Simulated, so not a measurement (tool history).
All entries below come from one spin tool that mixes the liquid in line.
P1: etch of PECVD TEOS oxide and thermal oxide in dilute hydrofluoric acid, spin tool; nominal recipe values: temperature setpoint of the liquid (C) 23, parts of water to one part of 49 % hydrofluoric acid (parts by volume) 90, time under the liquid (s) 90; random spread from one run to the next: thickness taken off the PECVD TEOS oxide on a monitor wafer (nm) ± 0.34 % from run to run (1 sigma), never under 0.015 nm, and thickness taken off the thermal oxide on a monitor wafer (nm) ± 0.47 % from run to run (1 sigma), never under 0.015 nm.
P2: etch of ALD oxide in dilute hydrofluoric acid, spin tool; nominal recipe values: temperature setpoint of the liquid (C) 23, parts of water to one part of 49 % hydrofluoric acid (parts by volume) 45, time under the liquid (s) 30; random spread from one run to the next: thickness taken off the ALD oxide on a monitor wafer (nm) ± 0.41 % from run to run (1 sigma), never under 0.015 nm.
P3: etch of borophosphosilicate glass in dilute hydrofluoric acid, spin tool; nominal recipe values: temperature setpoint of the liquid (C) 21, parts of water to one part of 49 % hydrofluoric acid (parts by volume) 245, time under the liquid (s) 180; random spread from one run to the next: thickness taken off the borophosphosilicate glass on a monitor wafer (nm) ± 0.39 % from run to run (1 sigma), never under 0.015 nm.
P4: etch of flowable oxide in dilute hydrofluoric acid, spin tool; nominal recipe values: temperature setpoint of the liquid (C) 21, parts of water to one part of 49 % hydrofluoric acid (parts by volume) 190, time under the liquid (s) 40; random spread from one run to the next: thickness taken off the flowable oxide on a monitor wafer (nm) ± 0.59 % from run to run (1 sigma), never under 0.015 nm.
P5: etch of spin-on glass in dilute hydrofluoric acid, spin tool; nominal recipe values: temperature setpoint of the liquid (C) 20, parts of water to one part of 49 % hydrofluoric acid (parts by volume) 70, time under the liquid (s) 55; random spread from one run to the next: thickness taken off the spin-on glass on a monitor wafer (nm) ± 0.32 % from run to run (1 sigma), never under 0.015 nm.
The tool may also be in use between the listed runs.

run   hour  process that ran  temperature setpoint of the liquid (C)  parts of water to one part of 49 % hydrofluoric acid (parts by volume)  time under the liquid (s)  hours since the thermometer was replaced  hours since the hydrofluoric acid flow meter was replaced  thickness taken off the PECVD TEOS oxide on a monitor wafer (nm)  thickness taken off the thermal oxide on a monitor wafer (nm)  thickness taken off the ALD oxide on a monitor wafer (nm)  thickness taken off the spin-on glass on a monitor wafer (nm)  thickness taken off the borophosphosilicate glass on a monitor wafer (nm)  thickness taken off the flowable oxide on a monitor wafer (nm)
  1    6.1                P1                                      23                                                                      90                         90                                     104.2                                                      889.7                                                            27.284                                                         4.4423
  2   11.7                P1                                      23                                                                     125                         90                                     109.8                                                      895.3                                                             19.05                                                         3.0772
  3     16                P1                                      23                                                                      35                        175                                     114.1                                                      899.6                                                            146.89                                                         23.703
  4   20.7                P2                                      29                                                                      45                         30                                     118.8                                                      904.3                                                                                                                                                                                      22.019
  5   24.7                P5                                      20                                                                     100                         55                                     122.8                                                      908.3                                                                                                                                                                                                                                                     9.6259
  6     29                P3                                      27                                                                     245                        180                                     127.1                                                      912.6                                                                                                                                                                                                                                                                                                                                24.717
  7   35.4                P4                                      21                                                                     190                         15                                     133.5                                                        919                                                                                                                                                                                                                                                                                                                                                                                                1.6758
  8   40.5                P1                                      23                                                                      55                         90                                     138.6                                                      924.1                                                             46.82                                                         7.5997
  9   44.4                P4                                      29                                                                     190                         40                                     142.5                                                        928                                                                                                                                                                                                                                                                                                                                                                                                5.9134
 10     49                P1                                      23                                                                      90                         90                                     147.1                                                      932.6                                                            27.464                                                         4.5095
 11   57.2                P1                                      17                                                                      90                         90                                     155.3                                                      940.8                                                            21.318                                                         3.4326
 12   62.8                P1                                      23                                                                      90                         90                                     160.9                                                      946.4                                                             27.35                                                         4.4801
 13     71                P1                                      31                                                                      90                         90                                     169.1                                                      954.6                                                            37.642                                                         6.0951
 14   77.1                P2                                      23                                                                      45                         30                                     175.2                                                      960.7                                                                                                                                                                                      17.247
 15   80.9                P2                                      23                                                                      45                         60                                       179                                                      964.5                                                                                                                                                                                      34.476
 16   85.6                P3                                      21                                                                     420                        180                                     183.7                                                      969.2                                                                                                                                                                                                                                                                                                                                9.9695
 17   90.8                P1                                      23                                                                      90                        130                                     188.9                                                      974.4                                                            39.924                                                         6.4292
 18   98.5                P3                                      21                                                                     245                        345                                     196.6                                                      982.1                                                                                                                                                                                                                                                                                                                                38.014
 19  103.8                P4                                      21                                                                      50                         40                                     201.9                                                      987.4                                                                                                                                                                                                                                                                                                                                                                                                19.723
 20  108.8                P1                                      23                                                                      90                         90                                     206.9                                                      992.4                                                            27.468                                                         4.4719
 21  112.9                P5                                      20                                                                      70                        110                                       211                                                      996.5                                                                                                                                                                                                                                                     28.419
 22  119.6                P4                                      21                                                                     190                         40                                     217.7                                                     1003.2                                                                                                                                                                                                                                                                                                                                                                                                 4.374
 23    126                P1                                      23                                                                      90                         90                                     224.1                                                     1009.6                                                            27.435                                                         4.4536
 24  131.1                P5                                      20                                                                      70                         55                                     229.2                                                     1014.7                                                                                                                                                                                                                                                      14.13
 25  134.9                P5                                      17                                                                      70                         55                                       233                                                     1018.5                                                                                                                                                                                                                                                     12.537
 26  142.3                P1                                      17                                                                      90                        170                                     240.4                                                     1025.9                                                            40.521                                                         6.5441
 27  149.4                P1                                      23                                                                      90                         15                                     247.5                                                       1033                                                            4.6347                                                        0.73432
 28  153.3                P1                                      23                                                                      90                         90                                     251.4                                                     1036.9                                                            27.552                                                         4.4613
 29  157.6                P2                                      23                                                                      45                         30                                     255.7                                                     1041.2                                                                                                                                                                                      17.196
 30  162.9                P3                                      21                                                                     245                        180                                       261                                                     1046.5                                                                                                                                                                                                                                                                                                                                19.881
 31  169.2                P3                                      21                                                                     245                        180                                     267.3                                                     1052.8                                                                                                                                                                                                                                                                                                                                19.898
 32  177.5                P2                                      23                                                                      20                         30                                     275.6                                                     1061.1                                                                                                                                                                                      40.183
 33  182.8                P1                                      23                                                                      90                         90                                     280.9                                                     1066.4                                                            27.494                                                         4.4403

Run 34 is up next; what results do you expect?
 34  186.8                P1                                      23                                                                      90                         90                                     284.9                                                     1070.4                                                                 ?                                                              ?

Run 34 gave thickness taken off the PECVD TEOS oxide on a monitor wafer (nm) 28.039, thickness taken off the thermal oxide on a monitor wafer (nm) 4.514.
